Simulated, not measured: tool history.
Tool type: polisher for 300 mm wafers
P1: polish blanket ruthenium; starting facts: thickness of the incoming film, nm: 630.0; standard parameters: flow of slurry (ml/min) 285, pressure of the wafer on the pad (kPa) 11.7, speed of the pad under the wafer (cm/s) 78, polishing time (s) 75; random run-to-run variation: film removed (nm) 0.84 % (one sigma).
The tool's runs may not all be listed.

run,day,flow of slurry (ml/min),pressure of the wafer on the pad (kPa),speed of the pad under the wafer (cm/s),polishing time (s),wafers polished on this pad,hours since the slurry nozzle was cleaned,hours since the head pressure was calibrated,film removed (nm)
1,0.246,285,11.7,78,75,1111,63.8,823.5,51.254
2,0.467,285,11.7,78,113,1174,69.1,828.8,76.68
3,0.696,285,11.7,116,75,1240,74.6,834.3,76.284
4,0.925,285,5.5,78,75,1306,80.1,839.8,23.889
5,1.304,170,11.7,52,75,1416,89.2,848.9,32.192
6,1.712,285,11.7,78,75,1533,99,858.7,51.147
7,2.092,285,11.7,78,52,1643,108.1,867.8,34.977
8,2.296,385,11.7,78,75,1702,113,872.7,52.763
9,2.571,285,11.7,52,75,1781,119.6,879.3,33.949
10,2.767,285,17.9,78,75,1837,124.3,884,79.836
11,2.962,170,11.7,78,49,1894,129,888.7,31.248
12,3.308,285,11.7,78,75,1994,137.3,897,51.002
13,3.7,170,11.7,78,75,2106,146.7,906.4,47.609
14,3.892,285,11.7,78,75,2162,151.3,911,50.767
15,4.262,285,11.7,78,75,2269,160.2,919.9,51.702
16,4.575,285,11.7,78,75,2359,167.7,927.4,50.445
17,4.896,285,11.7,78,75,2451,175.4,935.1,49.264
18,5.267,285,11.7,78,75,2558,184.3,944,49.39
# day 5.388: head pressure recalibrated
19,5.588,285,11.7,78,75,2651,192,4.9,48.565
20,5.938,285,11.7,78,75,2752,200.4,13.3,48.195
21,6.204,285,11.7,78,75,2828,206.8,19.7,48.186
22,6.404,285,11.7,78,75,2886,211.6,24.5,48.804
23,6.654,285,11.7,78,75,2958,217.6,30.5,48.398

The output of P1 has drifted from where it used to be. Each of the 2 causes below, taken at the size shown beside it, accounts for the log equally well:
A: slurry flow missing at the pad, % = 38
B: removal rate lost through wear of the pad, % = 5.58
At approximately day 4.262, the process output began to creep.
Every other cause this tool's parts could produce, and why it does not fit the log:
head's pressure below its setpoint, %: was serviced at day 5.388, once the creep was under way, yet the earlier output never came back

Of the 4 check runs below, each run on 3 wafers with the results averaged and each result still a question mark, which one would tell the listed causes apart?
check 1,6.904,285,6.9,78,75,,,,?
check 2,6.904,285,15.9,78,75,,,,?
check 3,6.904,170,11.7,78,75,,,,?
check 4,6.904,350,11.7,78,75,,,,?

How each check would come out, cause by cause:
check,result,if A,if B
check 1,film removed (nm),28.505,28.503
check 2,film removed (nm),65.56,65.557
check 3,film removed (nm),43.906,45.486
check 4,film removed (nm),49.827,49.319
Smallest distance between any two causes, each pair judged by its most separating result, in per cent: check 1 0 %; check 2 0 %; check 3 3.53 %; check 4 1.02 %
Check 3 tells the causes apart: in the others they would give nearly the same result.

Then check 3 was run and gave: film removed (nm) 45.785. Which cause is it?

It is B: removal rate lost through wear of the pad, %.

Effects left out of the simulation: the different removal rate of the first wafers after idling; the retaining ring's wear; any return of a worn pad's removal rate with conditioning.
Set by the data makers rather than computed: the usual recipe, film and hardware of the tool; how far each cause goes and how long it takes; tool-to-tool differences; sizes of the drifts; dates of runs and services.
